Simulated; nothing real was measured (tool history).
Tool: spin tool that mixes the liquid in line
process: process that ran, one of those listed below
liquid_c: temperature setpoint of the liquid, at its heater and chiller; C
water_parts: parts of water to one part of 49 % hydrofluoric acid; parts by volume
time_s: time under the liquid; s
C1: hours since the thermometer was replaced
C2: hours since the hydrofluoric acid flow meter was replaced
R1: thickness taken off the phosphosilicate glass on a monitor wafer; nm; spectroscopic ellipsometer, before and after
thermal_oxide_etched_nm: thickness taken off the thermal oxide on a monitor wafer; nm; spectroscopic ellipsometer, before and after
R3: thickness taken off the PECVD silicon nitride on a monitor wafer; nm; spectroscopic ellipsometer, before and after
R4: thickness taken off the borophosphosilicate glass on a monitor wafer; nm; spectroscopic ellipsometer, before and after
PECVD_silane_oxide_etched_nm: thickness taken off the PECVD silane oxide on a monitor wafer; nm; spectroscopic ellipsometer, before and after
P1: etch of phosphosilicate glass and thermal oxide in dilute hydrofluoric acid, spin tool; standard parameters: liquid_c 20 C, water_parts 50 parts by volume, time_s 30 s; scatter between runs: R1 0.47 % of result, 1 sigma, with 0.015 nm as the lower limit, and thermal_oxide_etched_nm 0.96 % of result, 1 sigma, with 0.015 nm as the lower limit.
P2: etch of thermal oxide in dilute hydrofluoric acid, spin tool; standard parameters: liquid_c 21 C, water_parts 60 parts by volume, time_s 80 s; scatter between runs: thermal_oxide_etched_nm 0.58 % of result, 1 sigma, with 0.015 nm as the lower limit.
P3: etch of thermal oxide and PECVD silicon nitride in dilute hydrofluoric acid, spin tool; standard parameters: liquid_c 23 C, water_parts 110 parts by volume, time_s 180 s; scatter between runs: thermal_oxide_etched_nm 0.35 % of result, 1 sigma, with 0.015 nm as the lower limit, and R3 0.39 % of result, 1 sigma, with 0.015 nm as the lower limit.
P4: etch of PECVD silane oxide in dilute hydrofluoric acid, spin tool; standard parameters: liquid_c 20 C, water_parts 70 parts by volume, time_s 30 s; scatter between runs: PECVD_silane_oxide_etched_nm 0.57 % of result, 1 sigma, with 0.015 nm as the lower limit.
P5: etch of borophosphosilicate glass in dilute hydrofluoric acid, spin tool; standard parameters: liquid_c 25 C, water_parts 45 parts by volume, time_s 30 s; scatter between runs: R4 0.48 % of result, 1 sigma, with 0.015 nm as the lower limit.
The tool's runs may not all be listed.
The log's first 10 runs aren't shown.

run 11 day=4.671 | process=P1 liquid_c=24 water_parts=65 time_s=30 | C1=716.6 C2=1348.8 | R1=96.246 thermal_oxide_etched_nm=2.225
run 12 day=4.933 | process=P4 liquid_c=20 water_parts=70 time_s=30 | C1=722.9 C2=1355.1 | PECVD_silane_oxide_etched_nm=8.0373
run 13 day=5.429 | process=P3 liquid_c=23 water_parts=110 time_s=180 | C1=734.8 C2=1367 | thermal_oxide_etched_nm=7.1594 R3=6.2396
run 14 day=5.675 | process=P4 liquid_c=20 water_parts=20 time_s=30 | C1=740.7 C2=1372.9 | PECVD_silane_oxide_etched_nm=30.143
run 15 day=6.004 | process=P3 liquid_c=18.5 water_parts=110 time_s=180 | C1=748.6 C2=1380.8 | thermal_oxide_etched_nm=5.903 R3=4.605
run 16 day=6.25 | process=P5 liquid_c=29 water_parts=45 time_s=30 | C1=754.5 C2=1386.7 | R4=38.396
run 17 day=6.567 | process=P2 liquid_c=26.5 water_parts=60 time_s=80 | C1=762.1 C2=1394.3 | thermal_oxide_etched_nm=7.0924
run 18 day=6.929 | process=P4 liquid_c=20 water_parts=70 time_s=15 | C1=770.8 C2=1403 | PECVD_silane_oxide_etched_nm=4.0576
run 19 day=7.45 | process=P1 liquid_c=20 water_parts=20 time_s=30 | C1=783.3 C2=1415.5 | R1=280.72 thermal_oxide_etched_nm=6.5217
run 20 day=7.796 | process=P1 liquid_c=20 water_parts=50 time_s=30 | C1=791.6 C2=1423.8 | R1=107.51 thermal_oxide_etched_nm=2.5242
run 21 day=8.192 | process=P2 liquid_c=21 water_parts=60 time_s=80 | C1=801.1 C2=1433.3 | thermal_oxide_etched_nm=5.6832
run 22 day=8.45 | process=P1 liquid_c=20 water_parts=20 time_s=45 | C1=807.3 C2=1439.5 | R1=419.01 thermal_oxide_etched_nm=9.6826

Run 23 comes next. What will it give?
run 23 day=8.833 | process=P1 liquid_c=20 water_parts=70 time_s=30 | C1=816.5 C2=1448.7 | R1=? thermal_oxide_etched_nm=?

Run 23 yielded R1 74.351 nm, thermal_oxide_etched_nm 1.7474 nm.

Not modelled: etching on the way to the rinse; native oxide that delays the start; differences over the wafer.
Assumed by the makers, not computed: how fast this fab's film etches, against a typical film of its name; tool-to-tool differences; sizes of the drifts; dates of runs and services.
